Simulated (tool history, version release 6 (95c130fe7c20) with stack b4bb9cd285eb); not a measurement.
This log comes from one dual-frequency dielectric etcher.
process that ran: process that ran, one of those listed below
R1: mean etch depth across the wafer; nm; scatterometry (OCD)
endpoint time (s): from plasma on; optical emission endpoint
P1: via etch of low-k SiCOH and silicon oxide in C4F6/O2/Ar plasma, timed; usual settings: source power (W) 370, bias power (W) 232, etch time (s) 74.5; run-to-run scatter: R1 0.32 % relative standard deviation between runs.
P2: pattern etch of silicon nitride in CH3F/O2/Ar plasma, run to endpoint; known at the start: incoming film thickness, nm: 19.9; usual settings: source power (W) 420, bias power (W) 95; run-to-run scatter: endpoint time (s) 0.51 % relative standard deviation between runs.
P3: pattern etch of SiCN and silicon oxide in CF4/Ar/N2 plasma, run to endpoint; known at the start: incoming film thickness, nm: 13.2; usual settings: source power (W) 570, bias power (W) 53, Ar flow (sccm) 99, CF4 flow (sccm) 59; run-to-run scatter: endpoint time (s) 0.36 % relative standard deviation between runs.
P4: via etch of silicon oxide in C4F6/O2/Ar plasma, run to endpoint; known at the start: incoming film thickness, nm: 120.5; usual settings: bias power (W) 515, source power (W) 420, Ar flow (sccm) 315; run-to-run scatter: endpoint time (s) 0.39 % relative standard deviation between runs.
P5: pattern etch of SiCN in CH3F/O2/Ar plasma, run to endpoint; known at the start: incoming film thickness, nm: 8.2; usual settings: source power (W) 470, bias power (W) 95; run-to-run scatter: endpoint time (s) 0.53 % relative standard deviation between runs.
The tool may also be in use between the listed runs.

run 1 day=0.404 | process_that_ran=P1 source_power_(W)=370 bias_power_(W)=232 etch_time_(s)=74.5 | R1=216.04
run 2 day=0.796 | process_that_ran=P5 source_power_(W)=270 bias_power_(W)=95 | endpoint_time_(s)=22.1
run 3 day=1.321 | process_that_ran=P2 source_power_(W)=420 bias_power_(W)=95 | endpoint_time_(s)=25.7
run 4 day=2.004 | process_that_ran=P1 source_power_(W)=370 bias_power_(W)=185 etch_time_(s)=74.5 | R1=200.03
run 5 day=2.371 | process_that_ran=P5 source_power_(W)=470 bias_power_(W)=95 | endpoint_time_(s)=17.983
run 6 day=2.8 | process_that_ran=P3 source_power_(W)=350 bias_power_(W)=53 Ar_flow_(sccm)=99 CF4_flow_(sccm)=59 | endpoint_time_(s)=21.837
run 7 day=3.412 | process_that_ran=P4 source_power_(W)=420 bias_power_(W)=515 Ar_flow_(sccm)=183 | endpoint_time_(s)=25.538
run 8 day=3.967 | process_that_ran=P1 source_power_(W)=260 bias_power_(W)=291 etch_time_(s)=74.5 | R1=206.06
-- day=4.075 bias power generator calibrated
-- day=4.304 source power generator calibrated
run 9 day=4.35 | process_that_ran=P1 source_power_(W)=230 bias_power_(W)=232 etch_time_(s)=74.5 | R1=179.87
run 10 day=5.021 | process_that_ran=P4 source_power_(W)=420 bias_power_(W)=515 Ar_flow_(sccm)=315 | endpoint_time_(s)=27.261
run 11 day=5.608 | process_that_ran=P2 source_power_(W)=420 bias_power_(W)=113 | endpoint_time_(s)=24.065
run 12 day=6.367 | process_that_ran=P4 source_power_(W)=420 bias_power_(W)=712 Ar_flow_(sccm)=315 | endpoint_time_(s)=23.952
run 13 day=7.104 | process_that_ran=P3 source_power_(W)=570 bias_power_(W)=74 Ar_flow_(sccm)=99 CF4_flow_(sccm)=59 | endpoint_time_(s)=12.779
run 14 day=7.488 | process_that_ran=P1 source_power_(W)=370 bias_power_(W)=232 etch_time_(s)=74.5 | R1=216.84
run 15 day=7.996 | process_that_ran=P3 source_power_(W)=570 bias_power_(W)=53 Ar_flow_(sccm)=99 CF4_flow_(sccm)=59 | endpoint_time_(s)=14.289
run 16 day=8.625 | process_that_ran=P4 source_power_(W)=540 bias_power_(W)=515 Ar_flow_(sccm)=315 | endpoint_time_(s)=24.85
run 17 day=9.238 | process_that_ran=P1 source_power_(W)=370 bias_power_(W)=232 etch_time_(s)=74.5 | R1=218.19
run 18 day=9.733 | process_that_ran=P1 source_power_(W)=370 bias_power_(W)=232 etch_time_(s)=74.5 | R1=215.12

The next listed run, before its measurement:
run 19 day=10.108 | process_that_ran=P5 source_power_(W)=470 bias_power_(W)=126 | endpoint_time_(s)=?

Logged for run 19: endpoint time (s) 16.15.
